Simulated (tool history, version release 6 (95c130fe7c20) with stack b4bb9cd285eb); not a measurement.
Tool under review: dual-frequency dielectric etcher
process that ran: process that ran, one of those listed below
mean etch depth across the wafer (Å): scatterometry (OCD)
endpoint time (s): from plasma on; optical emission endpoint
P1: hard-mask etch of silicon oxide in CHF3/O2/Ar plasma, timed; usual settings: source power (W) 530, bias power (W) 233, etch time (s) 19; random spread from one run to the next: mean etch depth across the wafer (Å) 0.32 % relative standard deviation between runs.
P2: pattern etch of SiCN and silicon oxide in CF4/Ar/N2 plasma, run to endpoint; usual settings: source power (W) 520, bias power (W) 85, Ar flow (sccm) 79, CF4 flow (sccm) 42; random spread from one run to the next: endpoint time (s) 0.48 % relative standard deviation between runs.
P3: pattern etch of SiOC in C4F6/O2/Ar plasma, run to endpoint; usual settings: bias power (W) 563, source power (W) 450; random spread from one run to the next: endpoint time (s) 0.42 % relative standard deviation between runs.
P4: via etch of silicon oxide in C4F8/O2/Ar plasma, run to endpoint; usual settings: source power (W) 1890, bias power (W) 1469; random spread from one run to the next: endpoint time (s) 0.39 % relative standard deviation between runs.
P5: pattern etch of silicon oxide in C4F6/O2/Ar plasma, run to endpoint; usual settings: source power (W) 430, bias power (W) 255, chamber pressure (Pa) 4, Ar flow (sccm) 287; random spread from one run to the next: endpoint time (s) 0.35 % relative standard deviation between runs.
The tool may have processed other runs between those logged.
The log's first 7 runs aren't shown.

run	hour	process that ran	source power (W)	bias power (W)	etch time (s)	Ar flow (sccm)	CF4 flow (sccm)	chamber pressure (Pa)	hours since the last wet clean	hours since the last source power generator calibration	hours since the last bias power generator calibration	mean etch depth across the wafer (Å)	endpoint time (s)
8	97.6	P1	530	233	19				478.1	1733.9	1025.2	398.92	
# hour 100.8: wet clean of the chamber
9	109	P5	430	255		287		4	8.2	1745.3	1036.6		7.0807
10	116.2	P1	530	233	19				15.4	1752.5	1043.8	401.85	
11	125.7	P5	430	255		168		4	24.9	1762	1053.3		6.679
12	135	P1	530	178	19				34.2	1771.3	1062.6	365.26	
# hour 137.6: bias power generator calibrated
13	148.6	P4	1890	1469					47.8	1784.9	11.1		257.84
14	155.6	P3	450	563					54.8	1791.9	18.1		13.167
15	163.7	P1	650	233	19				62.9	1800	26.2	431.83	
16	170.3	P2	520	85		79	57		69.5	1806.6	32.8		9.4998
17	182.6	P5	430	255		287		5.53	81.8	1818.9	45.1		7.3308
18	191.1	P4	2580	1469					90.3	1827.4	53.6		226.8
19	204.3	P2	520	110		79	42		103.5	1840.6	66.8		9.1142

For run 20, what comes out?
20	212.3	P2	520	85		64	42		111.5	1848.6	74.8		?

endpoint time (s): 9.6308
